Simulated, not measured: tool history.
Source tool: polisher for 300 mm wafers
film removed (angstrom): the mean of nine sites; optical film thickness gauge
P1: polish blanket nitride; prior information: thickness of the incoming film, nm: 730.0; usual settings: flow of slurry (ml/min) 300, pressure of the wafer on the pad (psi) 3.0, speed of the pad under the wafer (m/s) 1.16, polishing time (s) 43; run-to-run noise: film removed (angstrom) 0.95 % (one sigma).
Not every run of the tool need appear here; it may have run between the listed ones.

run,hour,flow of slurry (ml/min),pressure of the wafer on the pad (psi),speed of the pad under the wafer (m/s),polishing time (s),wafers polished on this pad,hours since the slurry nozzle was cleaned,hours since the head pressure was calibrated,film removed (angstrom)
1,3.1,300,3.0,1.16,43,130,485.9,128.3,601.76
2,8.1,300,1.5,1.16,43,196,490.9,133.3,297.99
3,13.1,300,3.0,1.44,43,262,495.9,138.3,715.35
4,16.6,300,3.0,1.64,60,308,499.4,141.8,1090.30
5,20.7,300,3.0,1.16,43,362,503.5,145.9,584.14
6,24.8,300,3.0,1.16,21,416,507.6,150.0,293.29
7,28.1,300,3.0,1.16,43,460,510.9,153.3,592.80
8,30.4,300,3.0,1.16,43,490,513.2,155.6,595.69
9,34.9,180,3.0,1.16,43,550,517.7,160.1,558.15
10,37.9,180,3.0,1.70,43,589,520.7,163.1,765.71
11,41.0,300,3.0,1.16,67,630,523.8,166.2,943.33
12,44.2,380,3.0,1.16,43,673,527.0,169.4,609.53
13,48.1,300,3.0,0.52,43,724,530.9,173.3,311.05
14,51.0,300,4.5,1.42,43,762,533.8,176.2,1052.20
15,54.9,300,3.0,1.16,43,814,537.7,180.1,593.07
16,58.6,300,4.6,1.16,43,863,541.4,183.8,914.57
17,61.3,300,3.0,1.16,43,898,544.1,186.5,587.87
18,65.4,300,3.0,1.16,43,953,548.2,190.6,582.28
19,70.2,300,3.0,1.16,43,1016,553.0,195.4,574.87
# hour 74.0: worn pad replaced by a new one
20,74.0,300,3.0,1.16,43,0,556.8,199.2,580.39
21,77.6,300,3.0,1.16,43,48,560.4,202.8,577.89

Estimate the outcome of run 22 from the log above:
22,80.1,300,3.0,1.16,43,81,562.9,205.3,?

{"run 22": {"film removed (angstrom)": 569.25}}
